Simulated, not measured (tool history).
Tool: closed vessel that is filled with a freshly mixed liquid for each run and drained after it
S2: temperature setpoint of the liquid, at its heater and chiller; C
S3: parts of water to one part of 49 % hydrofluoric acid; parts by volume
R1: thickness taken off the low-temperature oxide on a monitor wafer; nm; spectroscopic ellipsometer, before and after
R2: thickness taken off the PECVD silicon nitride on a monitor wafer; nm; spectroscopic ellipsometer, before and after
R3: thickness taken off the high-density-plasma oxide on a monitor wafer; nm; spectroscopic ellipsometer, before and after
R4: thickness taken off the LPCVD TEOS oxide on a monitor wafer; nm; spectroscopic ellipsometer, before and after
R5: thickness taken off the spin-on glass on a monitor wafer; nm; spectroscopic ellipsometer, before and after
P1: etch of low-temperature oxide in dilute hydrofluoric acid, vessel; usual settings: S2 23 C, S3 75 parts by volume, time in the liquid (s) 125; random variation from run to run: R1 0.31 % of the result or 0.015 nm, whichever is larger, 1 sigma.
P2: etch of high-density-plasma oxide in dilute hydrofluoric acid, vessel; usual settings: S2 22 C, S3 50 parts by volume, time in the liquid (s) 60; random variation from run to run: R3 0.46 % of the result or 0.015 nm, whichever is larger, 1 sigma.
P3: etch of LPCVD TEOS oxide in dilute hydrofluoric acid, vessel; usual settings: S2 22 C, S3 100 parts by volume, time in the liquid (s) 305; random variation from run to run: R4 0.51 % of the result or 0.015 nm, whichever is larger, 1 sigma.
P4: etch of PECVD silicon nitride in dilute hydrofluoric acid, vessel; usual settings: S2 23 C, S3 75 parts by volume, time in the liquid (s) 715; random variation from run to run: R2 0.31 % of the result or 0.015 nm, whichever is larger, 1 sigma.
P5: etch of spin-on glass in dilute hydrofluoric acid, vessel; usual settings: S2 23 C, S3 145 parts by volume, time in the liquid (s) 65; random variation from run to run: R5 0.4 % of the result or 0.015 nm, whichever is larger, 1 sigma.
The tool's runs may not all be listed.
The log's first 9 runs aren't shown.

run 10 hour=147.9 | process_that_ran=P3 S2=22 S3=100 time_in_the_liquid_(s)=305 | R4=50.277
run 11 hour=163.6 | process_that_ran=P1 S2=23 S3=75 time_in_the_liquid_(s)=125 | R1=33.599
run 12 hour=181.8 | process_that_ran=P5 S2=23 S3=145 time_in_the_liquid_(s)=95 | R5=32.852
run 13 hour=195.2 | process_that_ran=P1 S2=23 S3=75 time_in_the_liquid_(s)=190 | R1=51.117
run 14 hour=203.4 | process_that_ran=P1 S2=23 S3=75 time_in_the_liquid_(s)=125 | R1=33.549
run 15 hour=215.7 | process_that_ran=P1 S2=23 S3=75 time_in_the_liquid_(s)=125 | R1=33.504
run 16 hour=227.2 | process_that_ran=P4 S2=23 S3=75 time_in_the_liquid_(s)=715 | R2=22.033
run 17 hour=235.8 | process_that_ran=P1 S2=23 S3=20 time_in_the_liquid_(s)=125 | R1=135.43
run 18 hour=244.9 | process_that_ran=P1 S2=23 S3=75 time_in_the_liquid_(s)=125 | R1=33.491
run 19 hour=256 | process_that_ran=P3 S2=22 S3=20 time_in_the_liquid_(s)=305 | R4=278.79
run 20 hour=267.1 | process_that_ran=P5 S2=23 S3=75 time_in_the_liquid_(s)=65 | R5=47.436
run 21 hour=276.1 | process_that_ran=P2 S2=22 S3=50 time_in_the_liquid_(s)=60 | R3=9.316
run 22 hour=293 | process_that_ran=P1 S2=23 S3=110 time_in_the_liquid_(s)=125 | R1=21.929
run 23 hour=301.2 | process_that_ran=P1 S2=28.5 S3=40 time_in_the_liquid_(s)=125 | R1=82.001

Run 24 comes next. What will it give?
run 24 hour=319.1 | process_that_ran=P5 S2=23 S3=145 time_in_the_liquid_(s)=65 | R5=?

{"run 24": {"R5": 22.402}}
